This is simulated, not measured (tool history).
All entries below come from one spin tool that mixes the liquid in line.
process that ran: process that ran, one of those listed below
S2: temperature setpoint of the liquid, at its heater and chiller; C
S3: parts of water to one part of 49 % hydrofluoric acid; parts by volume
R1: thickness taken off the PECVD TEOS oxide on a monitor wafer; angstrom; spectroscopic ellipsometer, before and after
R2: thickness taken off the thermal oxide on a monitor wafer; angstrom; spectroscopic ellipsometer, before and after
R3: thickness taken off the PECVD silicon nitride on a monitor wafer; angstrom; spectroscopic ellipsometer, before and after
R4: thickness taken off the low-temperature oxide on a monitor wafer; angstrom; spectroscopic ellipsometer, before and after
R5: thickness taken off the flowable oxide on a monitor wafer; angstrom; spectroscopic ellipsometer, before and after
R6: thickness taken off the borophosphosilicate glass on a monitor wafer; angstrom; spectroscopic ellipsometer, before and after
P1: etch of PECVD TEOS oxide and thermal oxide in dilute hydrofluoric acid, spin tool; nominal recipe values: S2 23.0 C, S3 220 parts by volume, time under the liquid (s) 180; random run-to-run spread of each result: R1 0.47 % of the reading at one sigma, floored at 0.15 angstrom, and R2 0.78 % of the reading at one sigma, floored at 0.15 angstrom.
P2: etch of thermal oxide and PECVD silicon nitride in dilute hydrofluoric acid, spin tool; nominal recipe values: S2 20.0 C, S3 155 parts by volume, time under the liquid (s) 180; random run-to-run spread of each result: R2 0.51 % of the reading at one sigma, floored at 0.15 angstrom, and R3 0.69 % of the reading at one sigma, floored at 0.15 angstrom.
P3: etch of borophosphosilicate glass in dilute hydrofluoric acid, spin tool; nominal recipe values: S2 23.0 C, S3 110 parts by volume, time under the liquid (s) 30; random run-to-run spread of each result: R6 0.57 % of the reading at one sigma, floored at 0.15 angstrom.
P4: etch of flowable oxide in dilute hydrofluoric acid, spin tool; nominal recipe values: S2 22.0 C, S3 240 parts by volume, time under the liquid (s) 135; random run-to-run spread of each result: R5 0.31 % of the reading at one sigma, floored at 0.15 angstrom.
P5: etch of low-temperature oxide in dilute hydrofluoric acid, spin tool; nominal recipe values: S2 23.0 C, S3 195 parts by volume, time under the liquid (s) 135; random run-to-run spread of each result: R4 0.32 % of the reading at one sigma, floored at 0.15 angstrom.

run 1 hour=4.4 | process_that_ran=P1 S2=23.0 S3=220 time_under_the_liquid_(s)=180 | R1=120.270 R2=31.4830
run 2 hour=11.2 | process_that_ran=P2 S2=24.5 S3=155 time_under_the_liquid_(s)=180 | R2=52.0980 R3=46.146
run 3 hour=19.3 | process_that_ran=P5 S2=23.0 S3=110 time_under_the_liquid_(s)=135 | R4=123.630
run 4 hour=27.5 | process_that_ran=P4 S2=17.0 S3=240 time_under_the_liquid_(s)=135 | R5=96.223
run 5 hour=32.7 | process_that_ran=P1 S2=17.0 S3=220 time_under_the_liquid_(s)=105 | R1=55.874 R2=14.4310
run 6 hour=40.3 | process_that_ran=P1 S2=19.5 S3=220 time_under_the_liquid_(s)=180 | R1=105.840 R2=27.7240
run 7 hour=48.1 | process_that_ran=P1 S2=23.0 S3=220 time_under_the_liquid_(s)=180 | R1=120.890 R2=31.4560
run 8 hour=54.3 | process_that_ran=P1 S2=23.0 S3=220 time_under_the_liquid_(s)=15 | R1=9.987 R2=2.8387
run 9 hour=61.3 | process_that_ran=P1 S2=23.0 S3=320 time_under_the_liquid_(s)=180 | R1=75.872 R2=19.4750
run 10 hour=67.5 | process_that_ran=P3 S2=17.0 S3=110 time_under_the_liquid_(s)=30 | R6=127.540
run 11 hour=74.7 | process_that_ran=P4 S2=22.0 S3=420 time_under_the_liquid_(s)=135 | R5=56.355
run 12 hour=83.1 | process_that_ran=P4 S2=22.0 S3=240 time_under_the_liquid_(s)=135 | R5=116.730
run 13 hour=88.1 | process_that_ran=P5 S2=23.0 S3=195 time_under_the_liquid_(s)=250 | R4=116.220
run 14 hour=96.4 | process_that_ran=P3 S2=23.0 S3=110 time_under_the_liquid_(s)=30 | R6=161.860
run 15 hour=105.8 | process_that_ran=P5 S2=23.0 S3=195 time_under_the_liquid_(s)=135 | R4=63.301
run 16 hour=111.4 | process_that_ran=P1 S2=23.0 S3=220 time_under_the_liquid_(s)=275 | R1=184.060 R2=48.3530
run 17 hour=117.3 | process_that_ran=P2 S2=20.0 S3=155 time_under_the_liquid_(s)=180 | R2=43.4030 R3=35.128
run 18 hour=122.9 | process_that_ran=P3 S2=23.0 S3=110 time_under_the_liquid_(s)=15 | R6=81.154
run 19 hour=130.2 | process_that_ran=P1 S2=30.0 S3=220 time_under_the_liquid_(s)=180 | R1=153.060 R2=40.3950
run 20 hour=139.5 | process_that_ran=P3 S2=23.0 S3=35 time_under_the_liquid_(s)=30 | R6=561.410
run 21 hour=146.4 | process_that_ran=P2 S2=20.0 S3=240 time_under_the_liquid_(s)=180 | R2=25.9870 R3=22.667
run 22 hour=153.6 | process_that_ran=P1 S2=23.0 S3=220 time_under_the_liquid_(s)=180 | R1=120.150 R2=31.7950
run 23 hour=161.1 | process_that_ran=P1 S2=23.0 S3=220 time_under_the_liquid_(s)=180 | R1=120.800 R2=31.4430
run 24 hour=165.9 | process_that_ran=P4 S2=22.0 S3=240 time_under_the_liquid_(s)=55 | R5=48.010
run 25 hour=173.5 | process_that_ran=P2 S2=20.0 S3=155 time_under_the_liquid_(s)=335 | R2=80.7080 R3=63.579
run 26 hour=181.0 | process_that_ran=P5 S2=28.5 S3=195 time_under_the_liquid_(s)=135 | R4=77.127
run 27 hour=189.1 | process_that_ran=P1 S2=23.0 S3=55 time_under_the_liquid_(s)=180 | R1=583.980 R2=151.0000
run 28 hour=196.6 | process_that_ran=P1 S2=23.0 S3=220 time_under_the_liquid_(s)=180 | R1=119.480 R2=31.4180
run 29 hour=206.1 | process_that_ran=P1 S2=23.0 S3=220 time_under_the_liquid_(s)=180 | R1=119.730 R2=31.1730
run 30 hour=212.2 | process_that_ran=P1 S2=23.0 S3=220 time_under_the_liquid_(s)=180 | R1=123.230 R2=32.8480
run 31 hour=220.1 | process_that_ran=P1 S2=23.0 S3=220 time_under_the_liquid_(s)=180 | R1=126.630 R2=33.1990
run 32 hour=224.4 | process_that_ran=P1 S2=23.0 S3=220 time_under_the_liquid_(s)=180 | R1=126.450 R2=33.2640
run 33 hour=229.5 | process_that_ran=P1 S2=23.0 S3=220 time_under_the_liquid_(s)=180 | R1=127.950 R2=34.0890
run 34 hour=236.5 | process_that_ran=P1 S2=23.0 S3=220 time_under_the_liquid_(s)=180 | R1=128.470 R2=34.1630
run 35 hour=244.6 | process_that_ran=P1 S2=23.0 S3=220 time_under_the_liquid_(s)=180 | R1=130.150 R2=33.9420
run 36 hour=251.1 | process_that_ran=P1 S2=23.0 S3=220 time_under_the_liquid_(s)=180 | R1=129.620 R2=34.0290
run 37 hour=256.3 | process_that_ran=P1 S2=23.0 S3=220 time_under_the_liquid_(s)=180 | R1=130.200 R2=34.2140
run 38 hour=260.9 | process_that_ran=P1 S2=23.0 S3=220 time_under_the_liquid_(s)=180 | R1=130.190 R2=34.3330
run 39 hour=266.4 | process_that_ran=P1 S2=23.0 S3=220 time_under_the_liquid_(s)=180 | R1=130.350 R2=33.6810

Something has made what P1 gives creep away from where it was; the 2 causes below, each at its own stated size, fit the log equally well:
A: liquid hotter than its thermometer reads (K) = 2.15
B: hydrofluoric acid flow above the setpoint (%) = 6.6
Onset of the creep was near hour 206.1.

Listed below are the offered check runs, one wafer per run, with question marks in place of results. For which of them would the causes give clearly different outcomes?
run check 1 hour=271.9 | process_that_ran=P2 S2=20.0 S3=155 time_under_the_liquid_(s)=180 | R2=? R3=?
run check 2 hour=271.9 | process_that_ran=P5 S2=23.0 S3=195 time_under_the_liquid_(s)=135 | R4=?
run check 3 hour=271.9 | process_that_ran=P3 S2=23.0 S3=110 time_under_the_liquid_(s)=30 | R6=?
run check 4 hour=271.9 | process_that_ran=P4 S2=22.0 S3=240 time_under_the_liquid_(s)=135 | R5=?

Predicted outcomes, by check and by cause:
check=check_1 result=R2 if_A=47.1580 if_B=46.6680
check=check_1 result=R3 if_A=40.064 if_B=36.993
check=check_2 result=R4 if_A=68.460 if_B=68.260
check=check_3 result=R6 if_A=176.420 if_B=174.230
check=check_4 result=R5 if_A=126.440 if_B=126.490
Per check, the gap between the least separated pair of causes, taken in the result that splits them most: check 1 7.97 %; check 2 0.29 %; check 3 1.25 %; check 4 0.04 %
The causes can be told apart only by check 1. The other checks would give nearly the same results under each of them.

After running check 1, the following was obtained: R2 46.6960 angstrom; R3 36.774 angstrom. Which cause does this point to?

It is B: hydrofluoric acid flow above the setpoint (%).
